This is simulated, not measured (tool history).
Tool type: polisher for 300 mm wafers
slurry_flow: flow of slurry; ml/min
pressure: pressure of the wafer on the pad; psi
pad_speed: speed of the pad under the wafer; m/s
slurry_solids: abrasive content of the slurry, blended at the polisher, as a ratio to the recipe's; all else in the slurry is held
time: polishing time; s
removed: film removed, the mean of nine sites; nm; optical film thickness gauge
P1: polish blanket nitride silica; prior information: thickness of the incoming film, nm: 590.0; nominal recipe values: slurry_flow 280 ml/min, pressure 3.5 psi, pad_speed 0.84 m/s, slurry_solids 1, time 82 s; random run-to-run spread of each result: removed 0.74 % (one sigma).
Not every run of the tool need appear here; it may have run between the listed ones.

run	hour	slurry_flow	pressure	pad_speed	slurry_solids	time	wafers polished on this pad	hours since the slurry nozzle was cleaned	hours since the head pressure was calibrated	hours since the slurry blender was calibrated	hours since the conditioning disc was replaced	removed
1	8.3	280	3.5	0.84	1	82	308	84.7	800.9	132.6	282.7	37.222
2	18.1	280	3.5	1.3	1	82	413	94.5	810.7	142.4	292.5	52.215
3	24.8	280	3.5	0.84	1	37	485	101.2	817.4	149.1	299.2	16.461
4	32.3	280	3.5	0.84	1	107	566	108.7	824.9	156.6	306.7	48.488
5	42	280	5.4	0.84	1	82	671	118.4	834.6	166.3	316.4	57.213
6	53.9	170	4.5	0.84	1	82	799	130.3	846.5	178.2	328.3	44.593
7	60.3	280	3.5	0.84	1	82	868	136.7	852.9	184.6	334.7	36.997
8	67.7	170	3.5	0.84	1	82	947	144.1	860.3	192	342.1	34.592
9	77.3	400	3.5	0.84	1	82	1051	153.7	869.9	201.6	351.7	38.237
10	84.1	280	3.5	0.46	1	82	1124	160.5	876.7	208.4	358.5	22.844
11	91	280	3.5	0.84	1	82	1198	167.4	883.6	215.3	365.4	36.816
12	103.1	405	1.9	0.84	1	82	1329	179.5	895.7	227.4	377.5	20.627
13	112.8	280	3.5	0.84	1	82	1433	189.2	905.4	237.1	387.2	37.212
14	123.7	280	3.5	0.84	1	82	1550	200.1	916.3	248	398.1	36.987
15	132.2	280	2.1	0.84	1	82	1642	208.6	924.8	256.5	406.6	22.055
16	138.7	280	3.5	0.84	0.55	82	1712	215.1	931.3	263	413.1	27.258
17	150.5	280	3.5	0.84	1.3	82	1839	226.9	943.1	274.8	424.9	41.348
18	159.4	280	3.5	0.84	1	82	1935	235.8	952	283.7	433.8	37.138
19	172	280	3.5	0.84	1	82	2071	248.4	964.6	296.3	446.4	35.747
20	183.3	280	3.5	0.84	1	82	2192	259.7	975.9	307.6	457.7	35.146
21	195.3	280	3.5	0.84	1	82	2322	271.7	987.9	319.6	469.7	34.436
22	204.3	280	3.5	0.84	1	82	2418	280.7	996.9	328.6	478.7	34.809
# hour 214.4: slurry nozzle cleaned
23	215.9	280	3.5	0.84	1	82	2543	1.5	1008.5	340.2	490.3	34.528
# hour 217.1: conditioning disc replaced and pad reconditioned
# hour 218.7: worn pad replaced by a new one
24	225	280	3.5	0.84	1	82	68	10.6	1017.6	349.3	8	35.12
25	232	280	3.5	0.84	1	82	143	17.6	1024.6	356.3	15	34.047
26	237.9	280	3.5	0.84	1	82	206	23.5	1030.5	362.2	20.9	34.575
27	243.7	280	3.5	0.84	1	82	269	29.3	1036.3	368	26.7	34.375

The log shows P1 creeping away from where it was. Any of the 2 causes listed here, at the size stated for it, fits the log just as well as the others:
A: head's pressure below its setpoint, % = 7.14
B: abrasive missing from the slurry, % = 14.5
The drift started at roughly hour 159.4.
Other possible causes, and why each is ruled out:
removal rate lost through wear of the pad, %: serviced after onset, at hour 218.7, with no recovery of the prior output
slurry flow missing at the pad, %: serviced after onset, at hour 214.4, with no recovery of the prior output
time polished since the conditioner stopped cutting, s: serviced after onset, at hour 217.1, with no recovery of the prior output

Of the 4 check runs below, each run on 5 wafers with the results averaged and each result still a question mark, which one would tell the listed causes apart?
check 1	249.5	280	3.5	0.84	0.55	82						?
check 2	249.5	280	5.2	0.84	1	82						?
check 3	249.5	280	3.5	0.64	1	37						?
check 4	249.5	280	3.5	1.18	1	82						?

If the cause were each of the candidates in turn, the checks would give the following:
check	result	if A	if B
check 1	removed	25.009	24.436
check 2	removed	50.975	50.966
check 3	removed	12.455	12.452
check 4	removed	45.031	45.022
How far apart the two closest causes lie, in the result that separates them most: check 1 2.32 %; check 2 0.02 %; check 3 0.02 %; check 4 0.02 %
The other checks would show nearly matching results whichever cause is true, so check 1 is the only one that separates the causes.

Here is what check 1 returned: removed 24.488 nm. Which cause is it?

It is B: abrasive missing from the slurry, %.
